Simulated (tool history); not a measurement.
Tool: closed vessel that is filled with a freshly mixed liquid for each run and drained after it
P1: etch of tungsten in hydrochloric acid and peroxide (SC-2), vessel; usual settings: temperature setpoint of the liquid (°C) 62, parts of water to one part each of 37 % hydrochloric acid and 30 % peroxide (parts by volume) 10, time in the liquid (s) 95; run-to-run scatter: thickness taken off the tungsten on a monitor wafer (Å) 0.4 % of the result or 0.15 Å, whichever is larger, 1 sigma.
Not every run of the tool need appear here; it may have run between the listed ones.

run   hour  temperature setpoint of the liquid (°C)  parts of water to one part each of 37 % hydrochloric acid and 30 % peroxide (parts by volume)  time in the liquid (s)  hours since the thermometer was replaced  hours since the chemicals flow meter was replaced  hours since the drum of peroxide was connected  thickness taken off the tungsten on a monitor wafer (Å)
  1   12.3                                       62                                                                                             10                      95                                     901.1                                              333.6                                           580.2                                                   437.24
  2     29                                       62                                                                                              4                      95                                     917.8                                              350.3                                           596.9                                                   873.02
  3   41.7                                       62                                                                                             10                      95                                     930.5                                                363                                           609.6                                                   434.61
  4     56                                       62                                                                                             10                      95                                     944.8                                              377.3                                           623.9                                                   440.14
  5   70.2                                       47                                                                                             10                      95                                       959                                              391.5                                           638.1                                                   164.73
  6     83                                       72                                                                                             10                      30                                     971.8                                              404.3                                           650.9                                                   251.95
  7   94.6                                       62                                                                                           17.5                      95                                     983.4                                              415.9                                           662.5                                                   267.69
  8  104.7                                       62                                                                                             10                      95                                     993.5                                                426                                           672.6                                                   438.26
  9  119.1                                       62                                                                                             10                     175                                    1007.9                                              440.4                                             687                                                   798.38
 10    130                                       72                                                                                             10                     170                                    1018.8                                              451.3                                           697.9                                                   1424.5
 11  142.6                                       72                                                                                             10                      95                                    1031.4                                              463.9                                           710.5                                                   788.84
 12    154                                       62                                                                                             10                      95                                    1042.8                                              475.3                                           721.9                                                   433.78
       156  -- chemicals flow meter replaced
 13  162.1                                     69.5                                                                                              4                      95                                    1050.9                                                6.1                                             730                                                   1380.2
 14  176.4                                       62                                                                                             10                      30                                    1065.2                                               20.4                                           744.3                                                   136.85
 15  188.2                                       62                                                                                             10                      95                                      1077                                               32.2                                           756.1                                                   436.47
 16  195.9                                       62                                                                                             10                      95                                    1084.7                                               39.9                                           763.8                                                   447.48
 17  213.3                                       62                                                                                             10                      95                                    1102.1                                               57.3                                           781.2                                                   457.96
 18  224.8                                       62                                                                                             10                      95                                    1113.6                                               68.8                                           792.7                                                   464.64
 19    235                                       62                                                                                             10                      95                                    1123.8                                                 79                                           802.9                                                    463.5
 20  245.7                                       62                                                                                             10                      95                                    1134.5                                               89.7                                           813.6                                                    463.1
 21    254                                       62                                                                                             10                      95                                    1142.8                                                 98                                           821.9                                                   469.08

For run 22, what comes out?
 22  267.4                                       62                                                                                             10                      95                                    1156.2                                              111.4                                           835.3                                                        ?

Run 22 measured thickness taken off the tungsten on a monitor wafer (Å) 470.03.

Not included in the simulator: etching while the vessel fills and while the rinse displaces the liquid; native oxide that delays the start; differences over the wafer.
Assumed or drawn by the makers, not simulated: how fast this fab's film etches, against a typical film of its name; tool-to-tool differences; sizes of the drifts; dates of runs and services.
